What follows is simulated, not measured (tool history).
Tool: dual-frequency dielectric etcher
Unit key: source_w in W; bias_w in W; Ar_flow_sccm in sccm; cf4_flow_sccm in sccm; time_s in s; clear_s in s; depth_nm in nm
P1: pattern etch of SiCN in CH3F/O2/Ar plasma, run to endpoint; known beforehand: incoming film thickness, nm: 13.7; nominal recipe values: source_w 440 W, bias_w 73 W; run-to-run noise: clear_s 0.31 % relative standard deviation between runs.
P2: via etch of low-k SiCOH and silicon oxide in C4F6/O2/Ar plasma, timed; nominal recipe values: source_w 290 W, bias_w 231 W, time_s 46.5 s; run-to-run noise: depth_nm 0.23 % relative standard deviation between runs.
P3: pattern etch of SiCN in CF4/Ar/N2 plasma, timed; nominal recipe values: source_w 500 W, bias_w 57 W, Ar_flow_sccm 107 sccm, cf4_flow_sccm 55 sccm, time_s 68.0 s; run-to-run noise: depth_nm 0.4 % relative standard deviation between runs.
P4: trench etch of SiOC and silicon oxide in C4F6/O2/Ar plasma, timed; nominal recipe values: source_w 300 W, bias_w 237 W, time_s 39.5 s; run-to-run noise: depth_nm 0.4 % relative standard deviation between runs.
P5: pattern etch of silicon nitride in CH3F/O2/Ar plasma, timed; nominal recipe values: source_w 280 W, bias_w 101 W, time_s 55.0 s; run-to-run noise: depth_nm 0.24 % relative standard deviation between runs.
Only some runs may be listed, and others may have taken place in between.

run 1 hour=3.8 | process=P1 source_w=440 bias_w=73 | clear_s=34.790
run 2 hour=8.2 | process=P3 source_w=500 bias_w=57 Ar_flow_sccm=107 cf4_flow_sccm=55 time_s=68.0 | depth_nm=57.106
run 3 hour=12.4 | process=P1 source_w=440 bias_w=73 | clear_s=34.735
run 4 hour=15.5 | process=P2 source_w=230 bias_w=231 time_s=46.5 | depth_nm=107.890
run 5 hour=18.3 | process=P5 source_w=340 bias_w=101 time_s=55.0 | depth_nm=41.575
run 6 hour=21.1 | process=P5 source_w=280 bias_w=101 time_s=55.0 | depth_nm=38.687
run 7 hour=23.6 | process=P3 source_w=500 bias_w=57 Ar_flow_sccm=107 cf4_flow_sccm=40 time_s=68.0 | depth_nm=53.661
run 8 hour=28.0 | process=P2 source_w=290 bias_w=231 time_s=46.5 | depth_nm=118.260
run 9 hour=32.2 | process=P3 source_w=500 bias_w=57 Ar_flow_sccm=107 cf4_flow_sccm=55 time_s=88.5 | depth_nm=74.109
run 10 hour=36.1 | process=P1 source_w=440 bias_w=73 | clear_s=34.651
run 11 hour=39.8 | process=P4 source_w=180 bias_w=237 time_s=39.5 | depth_nm=64.054
run 12 hour=43.4 | process=P2 source_w=290 bias_w=179 time_s=46.5 | depth_nm=107.950
run 13 hour=46.7 | process=P1 source_w=540 bias_w=73 | clear_s=32.013
run 14 hour=48.8 | process=P5 source_w=280 bias_w=141 time_s=55.0 | depth_nm=43.887
run 15 hour=52.8 | process=P2 source_w=290 bias_w=231 time_s=68.0 | depth_nm=171.900
run 16 hour=56.0 | process=P1 source_w=590 bias_w=49 | clear_s=35.469
run 17 hour=58.9 | process=P3 source_w=410 bias_w=57 Ar_flow_sccm=107 cf4_flow_sccm=55 time_s=68.0 | depth_nm=47.752
run 18 hour=63.0 | process=P1 source_w=440 bias_w=73 | clear_s=34.688
run 19 hour=66.0 | process=P4 source_w=300 bias_w=237 time_s=39.5 | depth_nm=76.788
run 20 hour=68.9 | process=P1 source_w=440 bias_w=73 | clear_s=34.444
run 21 hour=72.4 | process=P4 source_w=300 bias_w=237 time_s=39.5 | depth_nm=77.464
run 22 hour=76.5 | process=P1 source_w=440 bias_w=92 | clear_s=31.943
run 23 hour=79.6 | process=P3 source_w=500 bias_w=57 Ar_flow_sccm=74 cf4_flow_sccm=55 time_s=68.0 | depth_nm=60.803
-- hour=81.8 source power generator calibrated
run 24 hour=82.8 | process=P1 source_w=260 bias_w=73 | clear_s=42.292
run 25 hour=86.9 | process=P5 source_w=280 bias_w=101 time_s=41.0 | depth_nm=28.988
run 26 hour=89.7 | process=P3 source_w=500 bias_w=73 Ar_flow_sccm=107 cf4_flow_sccm=55 time_s=68.0 | depth_nm=62.379
run 27 hour=93.4 | process=P1 source_w=330 bias_w=55 | clear_s=42.582
run 28 hour=95.4 | process=P4 source_w=300 bias_w=237 time_s=57.5 | depth_nm=113.250
run 29 hour=97.7 | process=P1 source_w=550 bias_w=92 | clear_s=29.491
run 30 hour=100.9 | process=P2 source_w=290 bias_w=231 time_s=46.5 | depth_nm=117.790
run 31 hour=103.7 | process=P5 source_w=280 bias_w=101 time_s=55.0 | depth_nm=38.746
run 32 hour=106.6 | process=P4 source_w=300 bias_w=330 time_s=39.5 | depth_nm=87.577
run 33 hour=109.6 | process=P1 source_w=440 bias_w=51 | clear_s=39.228
run 34 hour=114.1 | process=P1 source_w=440 bias_w=73 | clear_s=34.745
run 35 hour=118.3 | process=P1 source_w=440 bias_w=73 | clear_s=34.805
run 36 hour=122.0 | process=P1 source_w=440 bias_w=73 | clear_s=35.036
run 37 hour=125.3 | process=P1 source_w=440 bias_w=73 | clear_s=35.120
run 38 hour=128.8 | process=P1 source_w=440 bias_w=73 | clear_s=35.110
run 39 hour=132.5 | process=P1 source_w=440 bias_w=73 | clear_s=35.265
run 40 hour=134.6 | process=P1 source_w=440 bias_w=73 | clear_s=35.170
-- hour=137.1 wet clean of the chamber
run 41 hour=137.1 | process=P1 source_w=440 bias_w=73 | clear_s=35.048
run 42 hour=141.1 | process=P1 source_w=440 bias_w=73 | clear_s=35.353
run 43 hour=144.8 | process=P1 source_w=440 bias_w=73 | clear_s=35.262

Compared with where it was, what P1 gives has crept away. Each cause listed below fits the log as well as the rest, at the size given for it:
A: bias power that arrives under what is set, % = 4.54
B: source power that arrives under what is set, % = 4.23
The creep began at about hour 114.1.
Each remaining cause and why it is not a fit:
chamber walls in a state that lowers the etch rate, %: serviced at hour 137.1, after the change had begun; the process did not return to its earlier output

4 check runs are offered, each on 2 wafers whose results are averaged, their results left as question marks. Which one tells the causes apart?
run check 1 hour=148.5 | process=P4 source_w=300 bias_w=237 time_s=39.5 | depth_nm=?
run check 2 hour=148.5 | process=P2 source_w=290 bias_w=231 time_s=46.5 | depth_nm=?
run check 3 hour=148.5 | process=P3 source_w=500 bias_w=57 Ar_flow_sccm=107 cf4_flow_sccm=55 time_s=68.0 | depth_nm=?
run check 4 hour=148.5 | process=P5 source_w=280 bias_w=101 time_s=55.0 | depth_nm=?

How each check would come out, cause by cause:
check=check_1 result=depth_nm if_A=76.306 if_B=76.255
check=check_2 result=depth_nm if_A=115.950 if_B=115.860
check=check_3 result=depth_nm if_A=56.148 if_B=54.923
check=check_4 result=depth_nm if_A=38.000 if_B=38.055
How far apart the two closest causes lie, in the result that separates them most: check 1 0.07 %; check 2 0.08 %; check 3 2.21 %; check 4 0.14 %
The causes can be told apart only by check 3. The other checks would give nearly the same results under each of them.

With check 3 done, the readings were: depth_nm 55.025 nm. Identify which of the listed causes applies.

B is the cause: source power that arrives under what is set, %.

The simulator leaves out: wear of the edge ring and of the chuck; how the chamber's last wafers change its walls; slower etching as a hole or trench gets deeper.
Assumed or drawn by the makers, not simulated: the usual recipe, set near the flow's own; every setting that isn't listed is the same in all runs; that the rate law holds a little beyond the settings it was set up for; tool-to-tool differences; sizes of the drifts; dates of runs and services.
